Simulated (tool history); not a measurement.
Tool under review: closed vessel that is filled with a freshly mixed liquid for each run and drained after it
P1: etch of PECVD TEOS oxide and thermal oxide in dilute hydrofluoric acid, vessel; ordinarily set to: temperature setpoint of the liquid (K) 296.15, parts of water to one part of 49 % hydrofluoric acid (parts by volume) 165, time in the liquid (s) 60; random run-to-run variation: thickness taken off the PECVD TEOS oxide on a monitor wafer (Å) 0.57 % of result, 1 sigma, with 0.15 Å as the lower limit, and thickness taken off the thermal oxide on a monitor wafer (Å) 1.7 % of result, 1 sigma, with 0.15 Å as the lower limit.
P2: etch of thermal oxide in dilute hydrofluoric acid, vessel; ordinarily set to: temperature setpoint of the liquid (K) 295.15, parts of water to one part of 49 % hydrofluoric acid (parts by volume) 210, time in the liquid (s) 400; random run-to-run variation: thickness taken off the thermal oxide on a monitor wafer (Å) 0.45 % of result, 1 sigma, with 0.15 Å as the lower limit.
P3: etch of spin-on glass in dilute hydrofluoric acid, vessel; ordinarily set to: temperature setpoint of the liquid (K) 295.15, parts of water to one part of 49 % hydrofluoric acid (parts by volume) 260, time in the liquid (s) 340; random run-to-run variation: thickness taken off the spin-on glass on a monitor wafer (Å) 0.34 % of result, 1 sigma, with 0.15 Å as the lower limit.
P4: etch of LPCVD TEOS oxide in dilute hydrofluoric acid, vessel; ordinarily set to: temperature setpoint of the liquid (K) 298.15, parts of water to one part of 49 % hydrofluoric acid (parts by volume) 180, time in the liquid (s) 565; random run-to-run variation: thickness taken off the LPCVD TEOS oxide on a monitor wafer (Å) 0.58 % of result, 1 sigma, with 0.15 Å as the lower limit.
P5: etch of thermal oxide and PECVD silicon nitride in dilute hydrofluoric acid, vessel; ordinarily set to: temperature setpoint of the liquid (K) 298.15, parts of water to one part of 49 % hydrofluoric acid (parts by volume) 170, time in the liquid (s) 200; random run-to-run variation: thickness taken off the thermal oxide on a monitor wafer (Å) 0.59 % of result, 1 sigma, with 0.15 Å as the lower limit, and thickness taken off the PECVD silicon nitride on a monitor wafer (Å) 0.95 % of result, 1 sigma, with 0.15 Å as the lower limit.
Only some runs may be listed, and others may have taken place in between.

run     day  process that ran  temperature setpoint of the liquid (K)  parts of water to one part of 49 % hydrofluoric acid (parts by volume)  time in the liquid (s)  hours since the thermometer was replaced  hours since the hydrofluoric acid flow meter was replaced  thickness taken off the PECVD TEOS oxide on a monitor wafer (Å)  thickness taken off the thermal oxide on a monitor wafer (Å)  thickness taken off the LPCVD TEOS oxide on a monitor wafer (Å)  thickness taken off the spin-on glass on a monitor wafer (Å)  thickness taken off the PECVD silicon nitride on a monitor wafer (Å)
  1   0.342                P1                                  296.15                                                                     165                      60                                    2119.6                                                      203.1                                                           93.176                                                       15.1390
  2   0.721                P1                                  301.15                                                                     165                      60                                    2128.7                                                      212.2                                                          112.670                                                       18.9070
  3   1.229                P4                                  298.15                                                                     330                     565                                    2140.9                                                      224.4                                                                                                                                                                                          225.17
  4   1.704                P3                                  295.15                                                                     115                     340                                    2152.3                                                      235.8                                                                                                                                                                                                                                                       1372.50
  5   2.054                P1                                  290.15                                                                     275                      60                                    2160.7                                                      244.2                                                           40.408                                                        6.6774
  6   2.650                P1                                  296.15                                                                      90                      60                                    2175.0                                                      258.5                                                          187.510                                                       31.1680
  7   3.096                P1                                  296.15                                                                     165                      60                                    2185.7                                                      269.2                                                           93.100                                                       15.8000
  8   3.692                P5                                  292.65                                                                     170                     200                                    2200.0                                                      283.5                                                                                                                        40.5140                                                                                                                                                                                              17.6380
  9   4.196                P2                                  290.15                                                                     210                     400                                    2212.1                                                      295.6                                                                                                                        57.9310
 10   4.638                P3                                  290.15                                                                     260                     340                                    2222.7                                                      306.2                                                                                                                                                                                                                                                        433.97
 11   5.238                P5                                  298.15                                                                     170                      30                                    2237.1                                                      320.6                                                                                                                         7.7303                                                                                                                                                                                               3.5649
 12   5.700                P5                                  298.15                                                                     110                     200                                    2248.2                                                      331.7                                                                                                                        83.9360                                                                                                                                                                                              39.6290
 13   6.358                P1                                  290.15                                                                     165                      60                                    2264.0                                                      347.5                                                           74.538                                                       13.0160
 14   6.850                P1                                  296.15                                                                     165                      90                                    2275.8                                                      359.3                                                          139.860                                                       22.9100
 15   7.538                P4                                  298.15                                                                     180                    1010                                    2292.3                                                      375.8                                                                                                                                                                                          865.27
 16   8.288                P5                                  298.15                                                                     170                     200                                    2310.3                                                      393.8                                                                                                                        50.8470                                                                                                                                                                                              26.2560
 17   8.788                P1                                  296.15                                                                     165                      60                                    2322.3                                                      405.8                                                           93.860                                                       16.3140
 18   9.417                P4                                  298.15                                                                     180                     565                                    2337.4                                                      420.9                                                                                                                                                                                          487.21
 19  10.129                P1                                  296.15                                                                     165                      60                                    2354.5                                                      438.0                                                           93.802                                                       15.8650
 20  10.558                P3                                  295.15                                                                     260                     340                                    2364.8                                                      448.3                                                                                                                                                                                                                                                        522.32
 21  10.938                P1                                  296.15                                                                     250                      30                                    2373.9                                                      457.4                                                           28.342                                                        4.6731
 22  11.300                P2                                  295.15                                                                     365                     400                                    2382.6                                                      466.1                                                                                                                        34.4930
 23  11.717                P1                                  296.15                                                                     280                      60                                    2392.6                                                      476.1                                                           48.928                                                        7.8242
 24  12.312                P3                                  295.15                                                                     260                     340                                    2406.9                                                      490.4                                                                                                                                                                                                                                                        521.58
 25  12.958                P4                                  290.15                                                                     180                     565                                    2422.4                                                      505.9                                                                                                                                                                                          359.36
 26  13.412                P1                                  296.15                                                                     165                      60                                    2433.3                                                      516.8                                                           94.121                                                       15.9340
 27  13.817                P2                                  295.15                                                                     210                     610                                    2443.0                                                      526.5                                                                                                                       106.4500
 28  14.346                P2                                  295.15                                                                     210                     400                                    2455.7                                                      539.2                                                                                                                        69.2740
 29  15.029                P3                                  295.15                                                                     260                     565                                    2472.1                                                      555.6                                                                                                                                                                                                                                                        861.29
 30  15.492                P1                                  296.15                                                                     165                      35                                    2483.2                                                      566.7                                                           54.694                                                        9.5316
 31  16.192                P1                                  296.15                                                                     165                      60                                    2500.0                                                      583.5                                                           93.152                                                       15.6350
 32  16.550                P1                                  296.15                                                                     165                      60                                    2508.6                                                      592.1                                                           92.438                                                       15.5620
 33  17.304                P1                                  296.15                                                                     165                      60                                    2526.7                                                      610.2                                                           89.364                                                       14.5700
 34  17.683                P1                                  296.15                                                                     165                      60                                    2535.8                                                      619.3                                                           89.398                                                       14.9490
 35  18.396                P1                                  296.15                                                                     165                      60                                    2552.9                                                      636.4                                                           88.212                                                       14.7010
 36  19.133                P1                                  296.15                                                                     165                      60                                    2570.6                                                      654.1                                                           87.252                                                       14.6660
 37  19.817                P1                                  296.15                                                                     165                      60                                    2587.0                                                      670.5                                                           86.033                                                       14.0160
 38  20.358                P1                                  296.15                                                                     165                      60                                    2600.0                                                      683.5                                                           85.501                                                       14.2870
 39  20.717                P1                                  296.15                                                                     165                      60                                    2608.6                                                      692.1                                                           86.431                                                       14.9150
 40  21.071                P1                                  296.15                                                                     165                      60                                    2617.1                                                      700.6                                                           87.223                                                       14.4160

For run 41, what comes out?
 41  21.608                P1                                  296.15                                                                     165                      60                                    2630.0                                                      713.5                                                                ?                                                             ?

Run 41 came out at thickness taken off the PECVD TEOS oxide on a monitor wafer (Å) 86.972, thickness taken off the thermal oxide on a monitor wafer (Å) 14.1340.
